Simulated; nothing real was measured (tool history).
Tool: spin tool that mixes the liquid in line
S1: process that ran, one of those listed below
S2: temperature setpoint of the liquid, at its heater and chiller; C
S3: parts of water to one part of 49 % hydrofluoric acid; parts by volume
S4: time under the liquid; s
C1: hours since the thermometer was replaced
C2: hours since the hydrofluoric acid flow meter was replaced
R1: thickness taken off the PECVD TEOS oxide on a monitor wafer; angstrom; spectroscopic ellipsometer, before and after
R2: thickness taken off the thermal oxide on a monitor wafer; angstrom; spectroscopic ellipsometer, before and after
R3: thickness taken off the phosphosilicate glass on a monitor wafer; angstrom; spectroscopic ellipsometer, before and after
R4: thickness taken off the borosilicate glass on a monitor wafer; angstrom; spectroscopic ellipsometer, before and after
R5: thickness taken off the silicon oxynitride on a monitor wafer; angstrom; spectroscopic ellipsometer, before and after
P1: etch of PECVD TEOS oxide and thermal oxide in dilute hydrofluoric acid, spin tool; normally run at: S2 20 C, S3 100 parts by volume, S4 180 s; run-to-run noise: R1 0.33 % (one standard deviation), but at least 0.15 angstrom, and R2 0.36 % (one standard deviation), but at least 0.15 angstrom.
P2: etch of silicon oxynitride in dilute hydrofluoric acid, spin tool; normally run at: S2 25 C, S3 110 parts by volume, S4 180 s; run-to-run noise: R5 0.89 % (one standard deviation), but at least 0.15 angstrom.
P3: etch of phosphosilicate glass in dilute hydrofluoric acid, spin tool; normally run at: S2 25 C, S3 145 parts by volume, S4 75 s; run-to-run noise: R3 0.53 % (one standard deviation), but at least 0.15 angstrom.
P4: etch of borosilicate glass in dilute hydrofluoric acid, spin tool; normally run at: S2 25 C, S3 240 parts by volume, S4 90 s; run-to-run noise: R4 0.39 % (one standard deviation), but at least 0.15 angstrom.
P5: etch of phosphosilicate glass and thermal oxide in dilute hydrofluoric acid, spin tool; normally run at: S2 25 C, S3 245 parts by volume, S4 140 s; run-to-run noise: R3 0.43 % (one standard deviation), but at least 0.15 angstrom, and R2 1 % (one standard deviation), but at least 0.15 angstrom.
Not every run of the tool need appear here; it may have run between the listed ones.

run,day,S1,S2,S3,S4,C1,C2,R1,R2,R3,R4,R5
1,0.267,P1,20,100,180,120.7,889.2,183.26,73.022,,,
2,0.521,P1,20,100,180,126.8,895.3,183.69,72.693,,,
3,0.762,P3,25,145,75,132.6,901.1,,,358.94,,
4,1.05,P3,25,210,75,139.5,908,,,231.93,,
5,1.221,P1,20,100,180,143.6,912.1,183.9,73.201,,,
6,1.492,P1,20,100,180,150.1,918.6,182.26,72.898,,,
7,1.738,P4,19,240,90,156,924.5,,,,78.141,
8,2,P5,32.5,245,140,162.3,930.8,,30.131,396.06,,
9,2.308,P5,25,245,40,169.7,938.2,,6.8229,88.605,,
10,2.604,P1,17,100,180,176.8,945.3,161.37,64.491,,,
11,2.796,P1,20,100,80,181.4,949.9,81.682,32.367,,,
12,3.129,P1,20,55,335,189.4,957.9,650.79,261.51,,,
13,3.338,P5,25,245,140,194.4,962.9,,22.832,309.41,,
14,3.604,P1,20,25,20,200.8,969.3,88.505,35.814,,,
# day 3.892: thermometer replaced
15,3.9,P2,32,110,180,0.3,976.4,,,,,34.718
16,4.067,P3,25,145,35,4.3,980.4,,,169.09,,
17,4.358,P2,25,20,180,11.3,987.4,,,,,149.33
18,4.604,P5,25,80,140,17.2,993.3,,83.685,1143.2,,
19,4.938,P1,20,45,25,25.2,1001.3,60.08,24.238,,,
20,5.188,P3,25,145,75,31.2,1007.3,,,361.51,,
21,5.358,P2,25,110,180,35.3,1011.4,,,,,25.567
22,5.671,P1,20,45,180,42.8,1018.9,433.8,173.69,,,
23,5.85,P4,25,240,90,47.1,1023.2,,,,97.394,

What will run 24 give?
24,6.062,P2,25,110,15,52.2,1028.3,,,,,?

{"run 24": {"R5": 2.051}}

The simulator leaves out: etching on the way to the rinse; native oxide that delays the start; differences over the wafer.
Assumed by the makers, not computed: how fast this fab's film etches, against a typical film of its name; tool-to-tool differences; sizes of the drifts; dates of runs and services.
